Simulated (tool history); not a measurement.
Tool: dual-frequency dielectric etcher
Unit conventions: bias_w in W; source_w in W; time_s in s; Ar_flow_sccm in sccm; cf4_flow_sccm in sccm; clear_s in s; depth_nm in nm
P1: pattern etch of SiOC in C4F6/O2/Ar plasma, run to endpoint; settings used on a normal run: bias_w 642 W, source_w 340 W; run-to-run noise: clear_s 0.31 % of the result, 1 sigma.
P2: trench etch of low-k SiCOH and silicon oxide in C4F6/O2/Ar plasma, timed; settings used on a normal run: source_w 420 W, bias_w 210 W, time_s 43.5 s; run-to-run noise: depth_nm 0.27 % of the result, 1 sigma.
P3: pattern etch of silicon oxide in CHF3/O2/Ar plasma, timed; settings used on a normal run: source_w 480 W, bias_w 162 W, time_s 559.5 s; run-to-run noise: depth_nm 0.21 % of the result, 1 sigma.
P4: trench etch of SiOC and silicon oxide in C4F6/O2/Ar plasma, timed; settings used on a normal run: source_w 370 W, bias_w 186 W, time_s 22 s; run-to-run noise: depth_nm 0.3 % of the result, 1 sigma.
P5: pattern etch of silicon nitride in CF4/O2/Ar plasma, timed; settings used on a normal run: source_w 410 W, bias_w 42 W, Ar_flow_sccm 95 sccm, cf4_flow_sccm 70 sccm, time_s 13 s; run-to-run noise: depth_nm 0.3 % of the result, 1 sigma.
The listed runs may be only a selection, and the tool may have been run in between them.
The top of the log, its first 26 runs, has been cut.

Run 27, hour 378.1: process P1, bias_w 768 W, source_w 340 W. Result: clear_s 8.4165 s.
Run 28, hour 387.1: process P1, bias_w 539 W, source_w 270 W. Result: clear_s 10.551 s.
Run 29, hour 400.3: process P1, bias_w 642 W, source_w 340 W. Result: clear_s 9.0775 s.
Run 30, hour 414.7: process P1, bias_w 642 W, source_w 340 W. Result: clear_s 9.1072 s.
Run 31, hour 428.4: process P2, bias_w 210 W, source_w 580 W, time_s 43.5 s. Result: depth_nm 166.33 nm.
Run 32, hour 445: process P2, bias_w 210 W, source_w 420 W, time_s 59 s. Result: depth_nm 199.43 nm.
Run 33, hour 461.9: process P1, bias_w 642 W, source_w 340 W. Result: clear_s 9.0594 s.
Run 34, hour 471.3: process P1, bias_w 642 W, source_w 340 W. Result: clear_s 9.1148 s.
Run 35, hour 490: process P1, bias_w 642 W, source_w 340 W. Result: clear_s 9.1054 s.
Run 36, hour 500.1: process P1, bias_w 642 W, source_w 340 W. Result: clear_s 9.2206 s.

Run 37 is up next; what results do you expect?
Run 37, hour 516.8: process P1, bias_w 642 W, source_w 340 W. Result: clear_s ?.

{"run 37": {"clear_s": 9.1477}}
